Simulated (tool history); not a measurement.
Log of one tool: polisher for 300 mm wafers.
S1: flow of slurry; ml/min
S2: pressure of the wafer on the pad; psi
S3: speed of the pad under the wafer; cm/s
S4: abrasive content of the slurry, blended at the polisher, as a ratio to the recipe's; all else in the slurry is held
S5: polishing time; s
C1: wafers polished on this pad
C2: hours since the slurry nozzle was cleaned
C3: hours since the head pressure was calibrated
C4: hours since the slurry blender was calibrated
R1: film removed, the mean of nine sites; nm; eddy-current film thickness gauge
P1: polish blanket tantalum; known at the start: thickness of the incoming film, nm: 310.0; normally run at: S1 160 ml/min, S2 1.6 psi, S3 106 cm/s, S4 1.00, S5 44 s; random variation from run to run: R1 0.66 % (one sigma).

run,day,S1,S2,S3,S4,S5,C1,C2,C3,C4,R1
1,0.421,160,1.6,106,1.00,44,706,286.5,305.0,167.1,74.864
2,1.054,160,1.6,48,1.00,44,875,301.7,320.2,182.3,33.472
3,1.642,160,1.6,106,1.00,31,1033,315.8,334.3,196.4,52.071
4,1.975,160,1.0,106,1.00,44,1122,323.8,342.3,204.4,46.333
5,2.267,160,2.2,106,1.00,44,1201,330.8,349.3,211.4,102.880
6,2.725,160,1.6,106,1.50,44,1323,341.8,360.3,222.4,82.441
7,3.042,160,1.6,106,0.75,44,1408,349.4,367.9,230.0,67.949
8,3.446,235,1.6,106,1.00,44,1517,359.1,377.6,239.7,78.649
9,3.858,160,1.6,106,1.00,44,1627,369.0,387.5,249.6,74.487
10,4.321,160,1.6,106,1.00,44,1751,380.1,398.6,260.7,75.056
11,4.692,95,1.6,106,1.00,44,1851,389.0,407.5,269.6,66.378
12,5.071,160,1.6,106,1.00,44,1952,398.1,416.6,278.7,74.297
# day 5.217: slurry blender recalibrated
13,5.633,160,1.6,106,1.00,58,2103,411.6,430.1,10.1,98.089

Forecast run 14:
14,6.154,160,1.6,160,1.00,44,2243,424.1,442.6,22.6,?

R1: 112.180 nm
